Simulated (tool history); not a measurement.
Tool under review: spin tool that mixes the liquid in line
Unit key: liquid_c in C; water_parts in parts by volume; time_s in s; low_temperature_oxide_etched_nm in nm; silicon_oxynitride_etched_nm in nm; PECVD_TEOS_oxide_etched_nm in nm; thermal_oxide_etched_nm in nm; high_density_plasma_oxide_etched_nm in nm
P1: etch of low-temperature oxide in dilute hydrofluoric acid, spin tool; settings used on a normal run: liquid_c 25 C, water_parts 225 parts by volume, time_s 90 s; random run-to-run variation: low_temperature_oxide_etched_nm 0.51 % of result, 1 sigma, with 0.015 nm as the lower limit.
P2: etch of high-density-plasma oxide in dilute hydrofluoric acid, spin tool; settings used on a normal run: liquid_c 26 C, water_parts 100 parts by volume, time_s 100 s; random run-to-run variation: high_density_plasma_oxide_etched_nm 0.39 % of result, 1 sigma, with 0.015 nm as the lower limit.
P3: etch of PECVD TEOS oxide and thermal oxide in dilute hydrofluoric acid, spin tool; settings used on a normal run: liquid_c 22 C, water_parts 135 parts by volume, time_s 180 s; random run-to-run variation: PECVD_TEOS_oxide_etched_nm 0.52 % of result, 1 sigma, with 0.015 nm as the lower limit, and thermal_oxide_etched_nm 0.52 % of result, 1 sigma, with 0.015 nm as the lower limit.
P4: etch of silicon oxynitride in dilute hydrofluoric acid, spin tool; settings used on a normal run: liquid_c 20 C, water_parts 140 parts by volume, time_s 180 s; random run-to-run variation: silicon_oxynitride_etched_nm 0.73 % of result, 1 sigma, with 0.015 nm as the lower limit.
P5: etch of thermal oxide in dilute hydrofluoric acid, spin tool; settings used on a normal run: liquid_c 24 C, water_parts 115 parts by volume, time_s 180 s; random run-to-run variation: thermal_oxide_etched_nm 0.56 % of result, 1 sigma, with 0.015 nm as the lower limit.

| run | hour | process | liquid_c | water_parts | time_s | low_temperature_oxide_etched_nm | silicon_oxynitride_etched_nm | PECVD_TEOS_oxide_etched_nm | thermal_oxide_etched_nm | high_density_plasma_oxide_etched_nm |
|---|---|---|---|---|---|---|---|---|---|---|
| 1 | 7.3 | P1 | 25 | 225 | 90 | 8.1124 |  |  |  |  |
| 2 | 13.3 | P1 | 32.5 | 120 | 90 | 22.522 |  |  |  |  |
| 3 | 25.8 | P1 | 25 | 225 | 90 | 8.2263 |  |  |  |  |
| 4 | 32.6 | P4 | 20 | 55 | 180 |  | 8.7999 |  |  |  |
| 5 | 39.7 | P3 | 22 | 205 | 180 |  |  | 11.092 | 3.338 |  |
| 6 | 49 | P1 | 25 | 85 | 90 | 25.476 |  |  |  |  |
| 7 | 60.1 | P2 | 26 | 100 | 100 |  |  |  |  | 5.4703 |
| 8 | 66.9 | P4 | 27.5 | 140 | 180 |  | 4.5842 |  |  |  |
| 9 | 77.4 | P1 | 25 | 225 | 90 | 8.0611 |  |  |  |  |
| 10 | 85.2 | P1 | 25 | 225 | 170 | 15.333 |  |  |  |  |
| 11 | 92.5 | P1 | 25 | 225 | 15 | 1.3843 |  |  |  |  |
| 12 | 98.4 | P2 | 26 | 100 | 100 |  |  |  |  | 5.488 |
| 13 | 106.4 | P1 | 18 | 225 | 90 | 6.2603 |  |  |  |  |
| 14 | 118.2 | P5 | 30 | 115 | 180 |  |  |  | 8.9313 |  |
| 15 | 125.1 | P3 | 28 | 135 | 180 |  |  | 22.948 | 6.8655 |  |
| 16 | 137.6 | P1 | 25 | 225 | 90 | 8.0365 |  |  |  |  |
| 17 | 147.6 | P1 | 29 | 225 | 90 | 9.3371 |  |  |  |  |
| 18 | 159.2 | P1 | 25 | 225 | 90 | 8.1339 |  |  |  |  |
| 19 | 171.3 | P5 | 24 | 180 | 180 |  |  |  | 4.2595 |  |
| 20 | 180.4 | P4 | 20 | 140 | 30 |  | 0.5464 |  |  |  |
| 21 | 190.5 | P3 | 22 | 135 | 180 |  |  | 17.977 | 5.4872 |  |
|  | 192.3 | thermometer replaced |
| 22 | 200.1 | P5 | 24 | 115 | 180 |  |  |  | 7.1577 |  |
| 23 | 209.9 | P3 | 22 | 135 | 180 |  |  | 18.104 | 5.4493 |  |
| 24 | 217.3 | P5 | 24 | 115 | 15 |  |  |  | 0.62196 |  |
| 25 | 227.2 | P2 | 26 | 150 | 100 |  |  |  |  | 3.4439 |
|  | 231.3 | hydrofluoric acid flow meter replaced |
| 26 | 236.1 | P4 | 20 | 140 | 180 |  | 3.187 |  |  |  |
| 27 | 242.3 | P1 | 31 | 225 | 35 | 3.8801 |  |  |  |  |
| 28 | 252.2 | P2 | 26 | 100 | 40 |  |  |  |  | 2.1842 |
| 29 | 263.2 | P1 | 25 | 380 | 90 | 4.1338 |  |  |  |  |
| 30 | 272.4 | P3 | 22 | 135 | 15 |  |  | 1.5132 | 0.47509 |  |
| 31 | 281.3 | P1 | 25 | 225 | 90 | 8.1358 |  |  |  |  |
| 32 | 291.7 | P2 | 19.5 | 100 | 100 |  |  |  |  | 4.1976 |
| 33 | 302.8 | P4 | 20 | 140 | 180 |  | 3.1525 |  |  |  |
| 34 | 314.4 | P1 | 25 | 225 | 90 | 8.1262 |  |  |  |  |
| 35 | 324.5 | P1 | 25 | 225 | 90 | 8.4529 |  |  |  |  |
| 36 | 335.8 | P1 | 25 | 225 | 90 | 8.5789 |  |  |  |  |
| 37 | 347.6 | P1 | 25 | 225 | 90 | 8.6653 |  |  |  |  |
| 38 | 353.9 | P1 | 25 | 225 | 90 | 8.7608 |  |  |  |  |
| 39 | 360.1 | P1 | 25 | 225 | 90 | 8.7211 |  |  |  |  |
| 40 | 370.8 | P1 | 25 | 225 | 90 | 8.8351 |  |  |  |  |
| 41 | 384.2 | P1 | 25 | 225 | 90 | 8.812 |  |  |  |  |
| 42 | 391.3 | P1 | 25 | 225 | 90 | 8.7517 |  |  |  |  |
| 43 | 401.4 | P1 | 25 | 225 | 90 | 8.8436 |  |  |  |  |

The output of P1 has drifted from where it used to be. Each of the 2 causes below, taken at the size shown beside it, accounts for the log equally well:
A: hydrofluoric acid flow above the setpoint (%) = 6.68
B: liquid hotter than its thermometer reads (K) = 2.26
The process output started creeping at around hour 314.4.

Which of the check runs below tells the causes apart, meaning the causes would give it clearly different results? Each run uses 2 wafers whose results are averaged, and each result is shown as a question mark.
| check 1 | 411.5 | P5 | 28 | 155 | 180 |  |  |  | ? |  |
| check 2 | 411.5 | P4 | 23 | 85 | 180 |  | ? |  |  |  |
| check 3 | 411.5 | P3 | 28 | 135 | 80 |  |  | ? | ? |  |
| check 4 | 411.5 | P2 | 26 | 140 | 100 |  |  |  |  | ? |

What each check would give under each cause:
| check | result | if A | if B |
|---|---|---|---|
| check 1 | thermal_oxide_etched_nm | 6.371 | 6.4016 |
| check 2 | silicon_oxynitride_etched_nm | 6.8307 | 7.1002 |
| check 3 | PECVD_TEOS_oxide_etched_nm | 10.919 | 11.001 |
| check 3 | thermal_oxide_etched_nm | 3.2888 | 3.3134 |
| check 4 | high_density_plasma_oxide_etched_nm | 4.0073 | 4.0433 |
Per check, the gap between the least separated pair of causes, taken in the result that splits them most: check 1 0.48 %; check 2 3.87 %; check 3 0.75 %; check 4 0.89 %
Only in check 2 would the causes give clearly different results; in the remaining checks their results would be nearly the same.

Check 2 was carried out, with these results: silicon_oxynitride_etched_nm 6.8203 nm. Which of the listed causes is responsible?

It is A: hydrofluoric acid flow above the setpoint (%).

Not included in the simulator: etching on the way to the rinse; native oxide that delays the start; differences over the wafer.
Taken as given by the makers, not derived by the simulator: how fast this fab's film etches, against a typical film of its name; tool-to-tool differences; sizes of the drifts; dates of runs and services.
